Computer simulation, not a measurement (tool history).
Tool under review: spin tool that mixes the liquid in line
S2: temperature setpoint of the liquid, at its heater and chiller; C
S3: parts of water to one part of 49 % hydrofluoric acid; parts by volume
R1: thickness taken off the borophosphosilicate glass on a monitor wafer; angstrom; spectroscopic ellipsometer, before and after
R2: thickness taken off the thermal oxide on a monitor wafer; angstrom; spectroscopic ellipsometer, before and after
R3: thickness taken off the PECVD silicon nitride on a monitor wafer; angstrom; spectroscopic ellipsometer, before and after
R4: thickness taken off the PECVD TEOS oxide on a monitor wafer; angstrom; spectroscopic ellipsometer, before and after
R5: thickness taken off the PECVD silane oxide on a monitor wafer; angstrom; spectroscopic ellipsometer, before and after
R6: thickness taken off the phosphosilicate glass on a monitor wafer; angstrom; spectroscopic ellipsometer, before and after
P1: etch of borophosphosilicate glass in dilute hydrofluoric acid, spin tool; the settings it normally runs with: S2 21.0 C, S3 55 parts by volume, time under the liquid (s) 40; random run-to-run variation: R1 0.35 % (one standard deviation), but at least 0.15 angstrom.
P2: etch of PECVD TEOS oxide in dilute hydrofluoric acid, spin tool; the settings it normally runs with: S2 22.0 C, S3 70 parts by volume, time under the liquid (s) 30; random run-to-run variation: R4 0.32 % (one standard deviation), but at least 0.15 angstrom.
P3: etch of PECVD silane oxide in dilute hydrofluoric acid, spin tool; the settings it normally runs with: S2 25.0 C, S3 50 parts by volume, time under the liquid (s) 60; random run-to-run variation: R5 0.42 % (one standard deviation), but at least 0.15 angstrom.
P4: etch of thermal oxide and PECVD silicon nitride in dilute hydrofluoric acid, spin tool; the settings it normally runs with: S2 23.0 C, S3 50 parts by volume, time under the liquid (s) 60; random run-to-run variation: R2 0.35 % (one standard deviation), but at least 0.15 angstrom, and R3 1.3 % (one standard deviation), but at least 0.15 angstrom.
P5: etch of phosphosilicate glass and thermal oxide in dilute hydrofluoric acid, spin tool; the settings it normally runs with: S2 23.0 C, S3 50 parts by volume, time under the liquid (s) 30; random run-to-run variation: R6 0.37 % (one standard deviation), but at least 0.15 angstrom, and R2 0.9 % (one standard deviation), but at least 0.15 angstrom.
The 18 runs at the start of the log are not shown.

Run 19, hour 140.2: process that ran P1, S2 21.0 C, S3 55 parts by volume, time under the liquid (s) 70. Result: R1 867.52 angstrom.
Run 20, hour 146.2: process that ran P2, S2 22.0 C, S3 40 parts by volume, time under the liquid (s) 30. Result: R4 122.670 angstrom.
Run 21, hour 152.8: process that ran P3, S2 25.0 C, S3 25 parts by volume, time under the liquid (s) 60. Result: R5 411.35 angstrom.
Run 22, hour 157.8: process that ran P1, S2 21.0 C, S3 55 parts by volume, time under the liquid (s) 40. Result: R1 497.47 angstrom.
Run 23, hour 167.0: process that ran P1, S2 21.0 C, S3 55 parts by volume, time under the liquid (s) 40. Result: R1 496.13 angstrom.
Run 24, hour 174.8: process that ran P4, S2 30.5 C, S3 50 parts by volume, time under the liquid (s) 60. Result: R2 80.709 angstrom, R3 30.9600 angstrom.
Run 25, hour 184.0: process that ran P1, S2 17.0 C, S3 55 parts by volume, time under the liquid (s) 40. Result: R1 422.25 angstrom.
Run 26, hour 193.9: process that ran P1, S2 21.0 C, S3 100 parts by volume, time under the liquid (s) 40. Result: R1 258.28 angstrom.
Run 27, hour 203.3: process that ran P4, S2 23.0 C, S3 50 parts by volume, time under the liquid (s) 15. Result: R2 14.840 angstrom, R3 4.6285 angstrom.
Run 28, hour 212.9: process that ran P1, S2 21.0 C, S3 55 parts by volume, time under the liquid (s) 40. Result: R1 501.18 angstrom.
Run 29, hour 218.5: process that ran P5, S2 23.0 C, S3 50 parts by volume, time under the liquid (s) 30. Result: R2 28.754 angstrom, R6 439.74 angstrom.
Run 30, hour 224.4: process that ran P2, S2 22.0 C, S3 70 parts by volume, time under the liquid (s) 30. Result: R4 67.496 angstrom.
Run 31, hour 230.0: process that ran P1, S2 21.0 C, S3 55 parts by volume, time under the liquid (s) 15. Result: R1 187.05 angstrom.
Run 32, hour 234.9: process that ran P1, S2 21.0 C, S3 20 parts by volume, time under the liquid (s) 40. Result: R1 1425.50 angstrom.
Run 33, hour 242.7: process that ran P3, S2 25.0 C, S3 50 parts by volume, time under the liquid (s) 60. Result: R5 200.07 angstrom.
Run 34, hour 248.9: process that ran P1, S2 26.0 C, S3 55 parts by volume, time under the liquid (s) 15. Result: R1 230.06 angstrom.
Run 35, hour 254.7: process that ran P1, S2 21.0 C, S3 55 parts by volume, time under the liquid (s) 40. Result: R1 496.90 angstrom.
Run 36, hour 260.8: process that ran P1, S2 21.0 C, S3 55 parts by volume, time under the liquid (s) 40. Result: R1 507.55 angstrom.
Run 37, hour 268.5: process that ran P1, S2 21.0 C, S3 55 parts by volume, time under the liquid (s) 40. Result: R1 521.57 angstrom.

What will run 38 give?
Run 38, hour 275.3: process that ran P1, S2 21.0 C, S3 55 parts by volume, time under the liquid (s) 40. Result: R1 ?.

R1: 527.87 angstrom

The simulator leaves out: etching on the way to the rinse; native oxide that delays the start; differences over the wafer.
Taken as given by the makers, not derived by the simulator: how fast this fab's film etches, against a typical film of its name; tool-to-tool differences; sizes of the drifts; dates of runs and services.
